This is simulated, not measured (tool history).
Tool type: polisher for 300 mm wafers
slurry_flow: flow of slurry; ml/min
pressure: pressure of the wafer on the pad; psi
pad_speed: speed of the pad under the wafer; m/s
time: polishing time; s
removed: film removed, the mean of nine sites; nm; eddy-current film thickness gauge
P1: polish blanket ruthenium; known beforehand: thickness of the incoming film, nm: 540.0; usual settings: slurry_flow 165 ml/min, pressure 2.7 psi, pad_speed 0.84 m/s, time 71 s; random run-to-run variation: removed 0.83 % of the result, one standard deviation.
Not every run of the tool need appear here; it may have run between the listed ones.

run	hour	slurry_flow	pressure	pad_speed	time	wafers polished on this pad	hours since the slurry nozzle was cleaned	hours since the head pressure was calibrated	removed
1	9	165	2.7	0.84	71	432	104.7	357	77.399
2	18.5	165	2.7	0.84	71	539	114.2	366.5	77.326
3	25.8	165	2	0.84	71	621	121.5	373.8	56.057
# hour 26.9: slurry nozzle cleaned
4	36.1	165	1.7	0.84	103	736	9.3	384.1	70.502
5	46.2	165	2.7	0.84	71	850	19.4	394.2	76.588
6	57.8	165	2.7	1.34	71	980	31	405.8	122.81
7	64.6	165	2.7	0.84	71	1056	37.8	412.6	77.553
8	72.4	165	2.7	0.84	52	1144	45.6	420.4	56.186
9	82.7	165	2.7	0.58	71	1259	55.9	430.7	53.316
10	92.8	165	2.7	0.84	110	1373	66	440.8	118.96
11	104.2	165	3.4	0.84	71	1501	77.4	452.2	97.467
12	110.8	165	2.7	0.62	32	1575	84	458.8	25.851
13	116.4	260	2.7	0.84	71	1638	89.6	464.4	81.694
14	128.9	165	4.1	1.28	71	1778	102.1	476.9	179.16
15	134.8	100	2.7	0.84	71	1844	108	482.8	69.757
16	147.3	165	2.7	0.84	71	1984	120.5	495.3	75.725
17	156.9	165	2.7	0.84	71	2092	130.1	504.9	75.19

Run 18 comes next. What will it give?
18	167.3	165	2.7	0.84	71	2209	140.5	515.3	?

{"run 18": {"removed": 74.792}}

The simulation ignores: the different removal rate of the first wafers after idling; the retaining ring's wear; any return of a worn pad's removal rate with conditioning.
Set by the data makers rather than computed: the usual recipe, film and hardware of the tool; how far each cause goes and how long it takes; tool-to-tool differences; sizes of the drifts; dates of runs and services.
